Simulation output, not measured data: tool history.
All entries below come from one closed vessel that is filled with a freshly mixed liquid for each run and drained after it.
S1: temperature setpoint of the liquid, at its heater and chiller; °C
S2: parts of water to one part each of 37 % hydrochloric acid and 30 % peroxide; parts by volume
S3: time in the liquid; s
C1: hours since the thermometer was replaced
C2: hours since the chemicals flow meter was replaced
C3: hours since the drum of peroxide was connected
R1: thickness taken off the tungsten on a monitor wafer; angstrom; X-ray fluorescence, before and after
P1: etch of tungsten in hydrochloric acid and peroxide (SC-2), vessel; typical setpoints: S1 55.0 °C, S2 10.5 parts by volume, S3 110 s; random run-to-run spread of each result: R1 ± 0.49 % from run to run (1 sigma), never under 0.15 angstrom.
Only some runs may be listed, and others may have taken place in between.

run   hour    S1    S2   S3      C1     C2     C3        R1
  1    9.2  55.0  10.5  110   969.6   87.0  255.2   504.760
  2   22.1  55.0  10.5  110   982.5   99.9  268.1   501.940
  3   33.6  55.0   6.0   55   994.0  111.4  279.6   394.400
  4   43.3  41.0   4.0  110  1003.7  121.1  289.3   404.680
  5   52.5  55.0  10.5  110  1012.9  130.3  298.5   504.830
  6   61.8  55.0  10.5  110  1022.2  139.6  307.8   501.560
  7   76.1  55.0  10.5  215  1036.5  153.9  322.1   982.980
  8   86.9  55.0  16.0   30  1047.3  164.7  332.9    95.156
  9   96.7  55.0  10.5  110  1057.1  174.5  342.7   505.330
 10  103.2  55.0  10.5   35  1063.6  181.0  349.2   161.660
 11  117.1  68.0  10.5  110  1077.5  194.9  363.1  1132.900
 12  125.1  55.0   4.0  110  1085.5  202.9  371.1  1055.200
 13  137.5  55.0  14.5  110  1097.9  215.3  383.5   386.570
 14  146.2  41.5  10.5  110  1106.6  224.0  392.2   201.700

Run 15, settings as shown, results not yet in. Your forecast:
 15  156.7  55.0  10.5  110  1117.1  234.5  402.7   ?

R1: 505.370 angstrom
